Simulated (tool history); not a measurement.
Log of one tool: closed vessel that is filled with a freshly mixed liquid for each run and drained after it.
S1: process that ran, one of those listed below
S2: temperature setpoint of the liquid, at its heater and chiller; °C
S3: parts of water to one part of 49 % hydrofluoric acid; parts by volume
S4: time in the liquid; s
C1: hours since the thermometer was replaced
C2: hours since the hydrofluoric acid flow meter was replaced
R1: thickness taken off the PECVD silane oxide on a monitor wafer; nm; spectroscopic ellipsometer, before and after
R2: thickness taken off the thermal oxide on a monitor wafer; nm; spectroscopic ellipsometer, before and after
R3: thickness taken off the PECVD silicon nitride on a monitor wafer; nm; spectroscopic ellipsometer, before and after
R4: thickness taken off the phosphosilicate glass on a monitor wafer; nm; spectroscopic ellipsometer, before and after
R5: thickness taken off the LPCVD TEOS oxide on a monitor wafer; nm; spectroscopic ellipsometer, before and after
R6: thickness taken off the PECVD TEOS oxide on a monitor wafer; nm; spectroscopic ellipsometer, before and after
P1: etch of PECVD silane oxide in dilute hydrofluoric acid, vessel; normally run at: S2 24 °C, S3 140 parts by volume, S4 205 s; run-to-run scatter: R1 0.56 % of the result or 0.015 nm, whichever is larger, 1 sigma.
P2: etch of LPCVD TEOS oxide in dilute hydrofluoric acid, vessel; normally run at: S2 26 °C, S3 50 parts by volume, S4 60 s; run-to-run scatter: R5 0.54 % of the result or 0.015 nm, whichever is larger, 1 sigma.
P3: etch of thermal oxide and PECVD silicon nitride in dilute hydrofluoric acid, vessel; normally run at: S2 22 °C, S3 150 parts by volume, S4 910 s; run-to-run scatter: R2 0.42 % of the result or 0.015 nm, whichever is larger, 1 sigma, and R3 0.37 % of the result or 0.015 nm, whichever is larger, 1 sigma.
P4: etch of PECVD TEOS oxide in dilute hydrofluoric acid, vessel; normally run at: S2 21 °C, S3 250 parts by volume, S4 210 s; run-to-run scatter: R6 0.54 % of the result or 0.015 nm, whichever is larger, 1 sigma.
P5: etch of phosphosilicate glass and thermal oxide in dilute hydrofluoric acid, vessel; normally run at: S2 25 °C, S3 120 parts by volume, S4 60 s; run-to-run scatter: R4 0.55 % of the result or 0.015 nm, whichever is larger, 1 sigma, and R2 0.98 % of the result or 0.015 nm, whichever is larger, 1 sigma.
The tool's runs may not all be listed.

run,hour,S1,S2,S3,S4,C1,C2,R1,R2,R3,R4,R5,R6
1,7.8,P1,24,140,205,645.1,969.6,31.651,,,,,
2,19.7,P3,29.5,150,910,657,981.5,,32.476,22.687,,,
3,27.8,P1,24,140,205,665.1,989.6,31.618,,,,,
4,39.4,P1,17,185,205,676.7,1001.2,17.328,,,,,
5,49.5,P3,22,50,910,686.8,1011.3,,82.483,41.446,,,
6,61.7,P5,31,120,60,699,1023.5,,2.9991,,37.722,,
7,74.7,P2,26,50,95,712,1036.5,,,,,46.491,
8,86.4,P5,25,120,30,723.7,1048.2,,1.2061,,15.06,,
9,94.7,P1,28,140,345,732,1056.5,61.53,,,,,
10,102.7,P3,22,150,910,740,1064.5,,24.504,14.169,,,
11,112.2,P1,24,140,205,749.5,1074,31.284,,,,,
12,121.6,P2,26,50,60,758.9,1083.4,,,,,29.715,
13,128.6,P1,30,225,205,765.9,1090.4,21.969,,,,,
14,142.5,P1,24,140,380,779.8,1104.3,58.85,,,,,
15,150.3,P4,21,250,70,787.6,1112.1,,,,,,2.9964
16,164.2,P2,26,75,60,801.5,1126,,,,,19.159,
17,171.4,P1,24,80,205,808.7,1133.2,59.673,,,,,
18,179.1,P1,32,140,205,816.4,1140.9,42.254,,,,,
19,185.6,P4,21,250,210,822.9,1147.4,,,,,,8.8354
20,197.7,P1,24,140,30,835,1159.5,4.5973,,,,,
21,204.1,P5,25,120,60,841.4,1165.9,,2.4109,,30.031,,
22,214,P2,26,50,60,851.3,1175.8,,,,,29.619,
23,226.3,P3,22,150,95,863.6,1188.1,,2.5551,1.4666,,,
24,239.3,P4,21,370,210,876.6,1201.1,,,,,,5.4035
25,249.5,P4,17,250,210,886.8,1211.3,,,,,,7.6416
26,260.3,P5,25,205,60,897.6,1222.1,,1.2906,,15.983,,
27,269,P1,17.5,140,205,906.3,1230.8,24.454,,,,,
28,282.3,P2,30,50,60,919.6,1244.1,,,,,34.322,
29,293.6,P1,24,140,205,930.9,1255.4,31.494,,,,,
30,303.4,P1,24,210,205,940.7,1265.2,19.526,,,,,
31,316.3,P1,24,140,205,953.6,1278.1,31.627,,,,,
32,330.2,P1,24,140,205,967.5,1292,32.901,,,,,

The next listed run, before its measurement:
33,337.1,P1,24,140,205,974.4,1298.9,?,,,,,

Run 33 gave R1 33.18 nm.

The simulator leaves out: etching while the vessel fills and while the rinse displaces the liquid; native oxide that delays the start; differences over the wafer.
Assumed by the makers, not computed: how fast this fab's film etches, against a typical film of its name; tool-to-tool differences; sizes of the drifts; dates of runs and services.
